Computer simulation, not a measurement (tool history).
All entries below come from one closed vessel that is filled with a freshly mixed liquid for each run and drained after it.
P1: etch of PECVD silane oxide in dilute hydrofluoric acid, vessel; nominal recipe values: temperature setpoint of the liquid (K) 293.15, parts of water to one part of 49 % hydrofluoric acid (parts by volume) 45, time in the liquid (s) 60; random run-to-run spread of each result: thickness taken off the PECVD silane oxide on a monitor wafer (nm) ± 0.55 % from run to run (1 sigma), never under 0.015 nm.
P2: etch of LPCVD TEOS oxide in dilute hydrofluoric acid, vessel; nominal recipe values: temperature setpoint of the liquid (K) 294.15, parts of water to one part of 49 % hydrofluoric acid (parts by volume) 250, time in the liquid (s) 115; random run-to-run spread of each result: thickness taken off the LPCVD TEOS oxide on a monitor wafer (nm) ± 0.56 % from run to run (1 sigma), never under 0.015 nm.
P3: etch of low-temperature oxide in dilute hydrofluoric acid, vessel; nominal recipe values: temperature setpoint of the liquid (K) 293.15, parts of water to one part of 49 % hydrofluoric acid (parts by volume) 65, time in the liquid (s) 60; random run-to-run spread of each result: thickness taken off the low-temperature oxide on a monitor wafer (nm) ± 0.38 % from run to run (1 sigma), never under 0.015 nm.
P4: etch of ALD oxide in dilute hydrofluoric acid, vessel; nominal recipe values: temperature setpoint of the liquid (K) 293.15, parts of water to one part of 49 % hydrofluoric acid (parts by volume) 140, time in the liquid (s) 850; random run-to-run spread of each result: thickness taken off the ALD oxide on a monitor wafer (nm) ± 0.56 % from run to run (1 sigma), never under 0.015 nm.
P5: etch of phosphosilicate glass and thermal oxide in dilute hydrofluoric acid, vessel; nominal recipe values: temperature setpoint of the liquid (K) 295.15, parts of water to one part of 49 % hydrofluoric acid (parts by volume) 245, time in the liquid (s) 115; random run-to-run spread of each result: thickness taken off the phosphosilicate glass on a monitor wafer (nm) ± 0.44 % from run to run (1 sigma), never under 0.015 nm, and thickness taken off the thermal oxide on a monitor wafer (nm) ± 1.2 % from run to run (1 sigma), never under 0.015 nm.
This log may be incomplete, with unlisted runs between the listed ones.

run,hour,process that ran,temperature setpoint of the liquid (K),parts of water to one part of 49 % hydrofluoric acid (parts by volume),time in the liquid (s),thickness taken off the PECVD silane oxide on a monitor wafer (nm),thickness taken off the LPCVD TEOS oxide on a monitor wafer (nm),thickness taken off the low-temperature oxide on a monitor wafer (nm),thickness taken off the ALD oxide on a monitor wafer (nm),thickness taken off the phosphosilicate glass on a monitor wafer (nm),thickness taken off the thermal oxide on a monitor wafer (nm)
1,6.6,P1,293.15,45,60,58.578,,,,,
2,14.2,P2,301.65,250,115,,24.599,,,,
3,19.3,P1,293.15,25,90,161.78,,,,,
4,25.2,P1,290.15,45,90,77.308,,,,,
5,28.9,P3,301.15,65,60,,,24.904,,,
6,35.5,P1,293.15,45,30,29.47,,,,,
7,40.9,P4,293.15,140,850,,,,47.844,,
8,46.6,P3,293.15,65,60,,,17.909,,,
9,54.1,P1,293.15,45,60,58.66,,,,,
10,59.5,P4,293.15,140,445,,,,24.812,,
11,64.7,P4,293.15,255,850,,,,23.076,,
12,71.2,P2,294.15,250,40,,6.4614,,,,
13,78.3,P2,294.15,250,115,,18.511,,,,
14,84.6,P4,290.15,140,850,,,,41.465,,
15,91.1,P1,293.15,25,60,107.58,,,,,
16,95.1,P1,293.15,45,60,58.485,,,,,
17,100.7,P5,302.15,245,115,,,,,31.029,2.2146
18,104.8,P1,293.15,45,110,108.43,,,,,
19,111.3,P1,293.15,70,60,36.761,,,,,
20,118.7,P3,293.15,65,30,,,8.9787,,,
21,124.6,P1,290.15,45,60,51.15,,,,,
22,131.3,P3,293.15,20,60,,,61.808,,,
23,134.9,P5,295.15,245,220,,,,,46.957,3.3103
24,141.1,P1,293.15,45,60,58.623,,,,,
25,145.9,P2,294.15,380,115,,10.832,,,,
26,151.6,P2,294.15,250,115,,18.765,,,,
27,155.8,P1,299.65,45,60,77.057,,,,,
28,162.1,P5,295.15,55,115,,,,,134.15,9.411
29,168.8,P5,295.15,245,115,,,,,24.518,1.7064
30,173.9,P1,293.15,45,60,58.468,,,,,
31,178.7,P1,293.15,45,60,58.953,,,,,
32,185.3,P1,293.15,45,60,59.77,,,,,
33,190.4,P1,293.15,45,60,60.965,,,,,
34,194.5,P1,293.15,45,60,61.737,,,,,
35,201.8,P1,293.15,45,60,61.79,,,,,
36,207.6,P1,293.15,45,60,61.62,,,,,
37,214.9,P1,293.15,45,60,62.448,,,,,
38,218.8,P1,293.15,45,60,62.019,,,,,
39,224.9,P1,293.15,45,60,61.933,,,,,
40,231.3,P1,293.15,45,60,62.843,,,,,

Expected results for the next run?
41,235.7,P1,293.15,45,60,?,,,,,

Logged for run 41: thickness taken off the PECVD silane oxide on a monitor wafer (nm) 62.429.
